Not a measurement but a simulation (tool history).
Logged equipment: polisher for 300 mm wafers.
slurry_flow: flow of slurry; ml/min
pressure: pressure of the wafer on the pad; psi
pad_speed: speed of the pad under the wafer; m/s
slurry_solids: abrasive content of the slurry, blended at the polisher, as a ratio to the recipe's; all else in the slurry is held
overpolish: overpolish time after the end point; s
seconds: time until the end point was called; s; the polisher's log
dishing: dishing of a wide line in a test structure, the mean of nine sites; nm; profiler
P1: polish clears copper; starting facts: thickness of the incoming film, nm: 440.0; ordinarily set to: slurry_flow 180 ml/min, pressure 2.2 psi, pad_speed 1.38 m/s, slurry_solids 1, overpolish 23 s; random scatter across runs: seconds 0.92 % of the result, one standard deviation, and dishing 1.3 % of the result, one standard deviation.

run,day,slurry_flow,pressure,pad_speed,slurry_solids,overpolish,wafers polished on this pad,hours since the slurry nozzle was cleaned,hours since the head pressure was calibrated,hours since the slurry blender was calibrated,seconds,dishing
1,0.35,180,2.2,1.38,1,23,1035,117.2,971.2,70,121.78,53.139
2,0.788,180,2.2,1.38,1.25,23,1083,127.7,981.7,80.5,115.49,54.471
3,1.088,180,2.2,1.38,1,23,1115,134.9,988.9,87.7,118.89,52.835
4,1.308,180,2.2,1.38,1,12,1139,140.2,994.2,93,121.93,30.924
5,1.742,180,1.2,1.38,1,23,1186,150.6,1004.6,103.4,222.33,31.821
6,1.988,115,2.2,1.38,1,23,1213,156.5,1010.5,109.3,130.41,49.81
# day 2.404: slurry nozzle cleaned
7,2.421,180,3.5,1.38,1,23,1260,0.4,1020.9,119.7,75.426,75.809
8,2.904,110,2.2,1.96,1,23,1313,12,1032.5,131.3,93.858,62.396
9,3.308,180,2.2,1.38,0.5,23,1357,21.7,1042.2,141,140.12,48.107
10,3.683,180,2.2,0.62,1,23,1398,30.7,1051.2,150,267.54,27.787
11,3.896,180,2.2,1.38,1,34,1421,35.8,1056.3,155.1,121.35,68.033
12,4.146,180,2.2,1.38,1,23,1448,41.8,1062.3,161.1,121.21,52.1
13,4.362,270,2.2,1.38,1,23,1472,47,1067.5,166.3,116.21,54.945
14,4.767,180,2.2,1.38,1.45,43,1516,56.7,1077.2,176,109.45,81.423
15,5.192,180,2.2,1.38,1,23,1562,66.9,1087.4,186.2,120.54,52.867
16,5.596,180,2.2,1.98,1,23,1606,76.6,1097.1,195.9,83.395,66.965
17,6.004,180,2.2,1.38,1,23,1651,86.4,1106.9,205.7,120.28,51.976

Run 18 comes next. What will it give?
18,6.312,180,2.2,1.38,1,23,1685,93.8,1114.3,213.1,?,?

{"run 18": {"seconds": 123.75, "dishing": 51.73}}
